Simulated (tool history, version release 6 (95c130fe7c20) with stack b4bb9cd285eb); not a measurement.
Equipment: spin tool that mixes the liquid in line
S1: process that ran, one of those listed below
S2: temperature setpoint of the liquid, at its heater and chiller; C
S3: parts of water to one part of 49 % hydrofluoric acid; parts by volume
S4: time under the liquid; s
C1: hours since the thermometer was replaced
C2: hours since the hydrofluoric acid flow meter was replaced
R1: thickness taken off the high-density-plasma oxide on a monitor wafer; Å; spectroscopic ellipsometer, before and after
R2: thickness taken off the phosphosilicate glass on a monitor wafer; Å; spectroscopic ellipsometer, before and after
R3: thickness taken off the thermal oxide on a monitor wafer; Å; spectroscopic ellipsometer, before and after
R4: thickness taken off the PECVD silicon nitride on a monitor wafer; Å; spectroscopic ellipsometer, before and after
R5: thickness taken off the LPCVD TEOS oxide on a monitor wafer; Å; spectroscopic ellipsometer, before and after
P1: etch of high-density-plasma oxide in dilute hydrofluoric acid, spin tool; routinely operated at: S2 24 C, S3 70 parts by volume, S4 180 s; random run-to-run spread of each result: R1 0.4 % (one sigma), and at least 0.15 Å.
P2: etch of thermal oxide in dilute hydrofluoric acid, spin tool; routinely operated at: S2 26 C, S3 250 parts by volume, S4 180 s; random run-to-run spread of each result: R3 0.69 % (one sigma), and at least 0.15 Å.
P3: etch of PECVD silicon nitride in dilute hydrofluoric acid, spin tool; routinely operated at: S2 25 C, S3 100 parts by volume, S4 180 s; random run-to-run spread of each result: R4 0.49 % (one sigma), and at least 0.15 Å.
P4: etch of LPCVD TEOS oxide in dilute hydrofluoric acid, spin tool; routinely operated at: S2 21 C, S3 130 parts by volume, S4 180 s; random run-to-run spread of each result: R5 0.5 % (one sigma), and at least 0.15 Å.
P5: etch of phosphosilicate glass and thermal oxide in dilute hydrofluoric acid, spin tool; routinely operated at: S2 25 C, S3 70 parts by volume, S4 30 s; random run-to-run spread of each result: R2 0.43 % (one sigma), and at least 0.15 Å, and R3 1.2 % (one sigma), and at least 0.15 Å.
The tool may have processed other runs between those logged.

| run | hour | S1 | S2 | S3 | S4 | C1 | C2 | R1 | R2 | R3 | R4 | R5 |
|---|---|---|---|---|---|---|---|---|---|---|---|---|
| 1 | 4.4 | P1 | 24 | 70 | 180 | 1006.5 | 474.2 | 241.38 |  |  |  |  |
| 2 | 8 | P1 | 24 | 35 | 180 | 1010.1 | 477.8 | 504 |  |  |  |  |
| 3 | 10.8 | P5 | 21.5 | 70 | 30 | 1012.9 | 480.6 |  | 324.83 | 18.73 |  |  |
| 4 | 16.1 | P2 | 26 | 65 | 180 | 1018.2 | 485.9 |  |  | 151.76 |  |  |
| 5 | 21 | P3 | 25 | 20 | 180 | 1023.1 | 490.8 |  |  |  | 280.82 |  |
| 6 | 24.1 | P4 | 26 | 130 | 180 | 1026.2 | 493.9 |  |  |  |  | 336.36 |
| 7 | 28.6 | P1 | 24 | 70 | 180 | 1030.7 | 498.4 | 241.64 |  |  |  |  |
| 8 | 32.7 | P1 | 29.5 | 115 | 180 | 1034.8 | 502.5 | 171.33 |  |  |  |  |
| 9 | 35.2 | P5 | 25 | 20 | 30 | 1037.3 | 505 |  | 1409.6 | 80.341 |  |  |
| 10 | 38.1 | P1 | 24 | 70 | 180 | 1040.2 | 507.9 | 241.82 |  |  |  |  |
| 11 | 40.6 | P4 | 21 | 75 | 180 | 1042.7 | 510.4 |  |  |  |  | 509.49 |
| 12 | 43.5 | P3 | 20.5 | 100 | 180 | 1045.6 | 513.3 |  |  |  | 43.41 |  |
| 13 | 48.1 | P2 | 26 | 250 | 180 | 1050.2 | 517.9 |  |  | 32.101 |  |  |
| 14 | 52.8 | P5 | 25 | 70 | 30 | 1054.9 | 522.6 |  | 372.6 | 21.826 |  |  |
| 15 | 57.8 | P1 | 27.5 | 70 | 180 | 1059.9 | 527.6 | 276.05 |  |  |  |  |
| 16 | 61.5 | P1 | 24 | 100 | 180 | 1063.6 | 531.3 | 161.63 |  |  |  |  |
| 17 | 67.1 | P4 | 21 | 130 | 310 | 1069.2 | 536.9 |  |  |  |  | 481.02 |
| 18 | 70.5 | P2 | 26 | 250 | 180 | 1072.6 | 540.3 |  |  | 31.8 |  |  |
|  | 74.2 | thermometer replaced |
| 19 | 75.2 | P1 | 24 | 25 | 255 | 1.1 | 545 | 1012.5 |  |  |  |  |
| 20 | 79 | P2 | 26 | 250 | 335 | 4.9 | 548.8 |  |  | 58.638 |  |  |
| 21 | 83.4 | P1 | 24 | 70 | 70 | 9.3 | 553.2 | 93.549 |  |  |  |  |
| 22 | 88.2 | P4 | 21 | 130 | 180 | 14.1 | 558 |  |  |  |  | 277.28 |
| 23 | 91.9 | P3 | 25 | 100 | 180 | 17.8 | 561.7 |  |  |  | 59.007 |  |
| 24 | 95.2 | P2 | 32 | 250 | 180 | 21.1 | 565 |  |  | 39.192 |  |  |
| 25 | 100 | P1 | 24 | 70 | 280 | 25.9 | 569.8 | 375.88 |  |  |  |  |
| 26 | 103.5 | P1 | 24 | 70 | 180 | 29.4 | 573.3 | 239.97 |  |  |  |  |
| 27 | 108 | P1 | 24 | 70 | 180 | 33.9 | 577.8 | 240.33 |  |  |  |  |
| 28 | 112.4 | P1 | 17.5 | 70 | 180 | 38.3 | 582.2 | 182.89 |  |  |  |  |
| 29 | 116.4 | P3 | 25 | 100 | 40 | 42.3 | 586.2 |  |  |  | 12.97 |  |
| 30 | 120.9 | P1 | 24 | 70 | 180 | 46.8 | 590.7 | 239.99 |  |  |  |  |
| 31 | 123.9 | P1 | 24 | 70 | 180 | 49.8 | 593.7 | 239.7 |  |  |  |  |
| 32 | 127.9 | P5 | 25 | 70 | 50 | 53.8 | 597.7 |  | 624.36 | 37.071 |  |  |
| 33 | 132.3 | P1 | 24 | 70 | 180 | 58.2 | 602.1 | 241.35 |  |  |  |  |
| 34 | 135.8 | P1 | 24 | 70 | 180 | 61.7 | 605.6 | 247.44 |  |  |  |  |
| 35 | 140.9 | P1 | 24 | 70 | 180 | 66.8 | 610.7 | 256.13 |  |  |  |  |
| 36 | 146.1 | P1 | 24 | 70 | 180 | 72 | 615.9 | 259.56 |  |  |  |  |
| 37 | 148.7 | P1 | 24 | 70 | 180 | 74.6 | 618.5 | 259.97 |  |  |  |  |
| 38 | 153 | P1 | 24 | 70 | 180 | 78.9 | 622.8 | 261.94 |  |  |  |  |
| 39 | 158.5 | P1 | 24 | 70 | 180 | 84.4 | 628.3 | 262.62 |  |  |  |  |
| 40 | 163.8 | P1 | 24 | 70 | 180 | 89.7 | 633.6 | 262.64 |  |  |  |  |

P1 no longer gives what it gave before; its output has crept away from where it was. The following 2 causes, each at its listed size, fit the log equally well:
A: hydrofluoric acid flow above the setpoint (%) = 8.05
B: liquid hotter than its thermometer reads (K) = 2.1
Onset of the creep was near hour 132.3.

The check runs listed below each take one wafer, and their results are still question marks. Under which run would the listed causes lead to clearly different results?
| check 1 | 169.1 | P3 | 25 | 70 | 180 |  |  |  |  |  | ? |  |
| check 2 | 169.1 | P2 | 26 | 90 | 335 |  |  |  |  | ? |  |  |
| check 3 | 169.1 | P4 | 24.5 | 130 | 180 |  |  |  |  |  |  | ? |
| check 4 | 169.1 | P5 | 25 | 30 | 30 |  |  |  | ? | ? |  |  |

Check results expected under each cause:
| check | result | if A | if B |
|---|---|---|---|
| check 1 | R4 | 89.978 | 95.705 |
| check 2 | R3 | 215.41 | 214.39 |
| check 3 | R5 | 346.1 | 343.04 |
| check 4 | R2 | 999.21 | 1005.1 |
| check 4 | R3 | 58.396 | 58.738 |
Distance between the nearest two causes, measured in the result of the check that separates them most: check 1 6.17 %; check 2 0.47 %; check 3 0.89 %; check 4 0.58 %
Check 1 is the one run that separates the causes; every other check would come out nearly the same whichever cause is at work.

Check 1 was then run and gave: R4 95.729 Å. Which cause is it?

B is the cause: liquid hotter than its thermometer reads (K).

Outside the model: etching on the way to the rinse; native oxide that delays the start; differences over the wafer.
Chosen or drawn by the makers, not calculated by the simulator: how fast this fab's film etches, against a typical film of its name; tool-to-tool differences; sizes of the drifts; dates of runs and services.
